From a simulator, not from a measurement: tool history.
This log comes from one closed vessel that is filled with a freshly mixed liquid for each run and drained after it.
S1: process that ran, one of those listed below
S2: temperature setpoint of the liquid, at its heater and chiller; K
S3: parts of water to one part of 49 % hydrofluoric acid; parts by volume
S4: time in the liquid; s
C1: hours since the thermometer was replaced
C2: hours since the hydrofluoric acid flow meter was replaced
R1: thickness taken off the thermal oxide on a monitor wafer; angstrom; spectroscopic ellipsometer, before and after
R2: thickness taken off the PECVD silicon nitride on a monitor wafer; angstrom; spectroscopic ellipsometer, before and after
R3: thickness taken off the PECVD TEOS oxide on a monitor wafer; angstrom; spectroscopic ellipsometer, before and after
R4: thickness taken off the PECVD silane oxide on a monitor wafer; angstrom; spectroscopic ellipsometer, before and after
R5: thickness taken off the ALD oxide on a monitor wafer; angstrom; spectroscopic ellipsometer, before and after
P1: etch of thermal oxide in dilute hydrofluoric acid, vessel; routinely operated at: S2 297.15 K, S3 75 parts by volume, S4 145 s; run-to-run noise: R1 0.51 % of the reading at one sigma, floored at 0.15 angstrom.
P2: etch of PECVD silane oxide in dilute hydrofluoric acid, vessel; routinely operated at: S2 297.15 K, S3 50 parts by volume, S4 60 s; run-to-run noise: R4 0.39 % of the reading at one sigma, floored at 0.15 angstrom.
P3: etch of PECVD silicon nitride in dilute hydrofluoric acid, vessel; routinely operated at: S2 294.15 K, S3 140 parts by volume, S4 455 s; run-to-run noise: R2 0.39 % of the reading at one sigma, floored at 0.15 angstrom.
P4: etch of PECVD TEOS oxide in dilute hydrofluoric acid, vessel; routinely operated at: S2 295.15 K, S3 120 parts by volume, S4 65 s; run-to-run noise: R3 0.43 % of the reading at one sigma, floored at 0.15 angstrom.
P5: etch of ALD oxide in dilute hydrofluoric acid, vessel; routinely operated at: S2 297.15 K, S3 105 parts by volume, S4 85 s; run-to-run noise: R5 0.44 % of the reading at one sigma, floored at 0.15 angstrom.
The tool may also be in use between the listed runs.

run,day,S1,S2,S3,S4,C1,C2,R1,R2,R3,R4,R5
1,0.229,P1,297.15,75,145,376.3,296.1,95.821,,,,
2,0.442,P3,294.15,45,455,381.4,301.2,,229.1,,,
3,0.575,P4,295.15,120,65,384.6,304.4,,,50.683,,
4,0.825,P1,291.65,75,35,390.6,310.4,18.215,,,,
5,1.1,P2,297.15,50,60,397.2,317,,,,220.96,
6,1.275,P2,304.15,50,60,401.4,321.2,,,,294.48,
7,1.425,P1,297.15,75,40,405,324.8,26.667,,,,
8,1.658,P1,291.15,75,30,410.6,330.4,15.151,,,,
9,1.796,P5,297.15,105,85,413.9,333.7,,,,,155.3
10,2.017,P1,297.15,75,145,419.2,339,96.895,,,,
11,2.15,P3,298.15,140,455,422.4,342.2,,98.701,,,
12,2.296,P1,297.15,75,145,425.9,345.7,96.132,,,,
13,2.446,P1,297.15,75,145,429.5,349.3,96.107,,,,
14,2.671,P5,297.15,105,85,434.9,354.7,,,,,155.11
15,2.8,P1,297.15,75,145,438,357.8,96.23,,,,
16,3.021,P2,297.15,20,60,443.3,363.1,,,,575.15,
17,3.146,P5,303.15,105,85,446.3,366.1,,,,,195.42
18,3.396,P3,294.15,140,455,452.3,372.1,,76.063,,,
19,3.562,P4,295.15,120,65,456.3,376.1,,,51.073,,
20,3.746,P1,297.15,110,30,460.7,380.5,12.936,,,,
21,3.996,P4,295.15,120,35,466.7,386.5,,,27.281,,
22,4.179,P1,297.15,110,145,471.1,390.9,62.778,,,,
23,4.396,P1,301.15,75,145,476.3,396.1,113.46,,,,
24,4.525,P1,290.15,75,145,479.4,399.2,72.812,,,,
25,4.704,P2,297.15,50,30,483.7,403.5,,,,109.91,
# day 4.746: thermometer replaced
26,4.846,P4,290.65,120,65,2.4,406.9,,,42.739,,
27,4.988,P3,294.15,140,725,5.8,410.3,,121.38,,,
28,5.192,P5,297.15,105,30,10.7,415.2,,,,,54.319
29,5.317,P1,297.15,40,145,13.7,418.2,189.42,,,,

Run 30 has not been measured yet. What should we expect?
30,5.55,P5,297.15,25,85,19.3,423.8,,,,,?

{"run 30": {"R5": 716.86}}
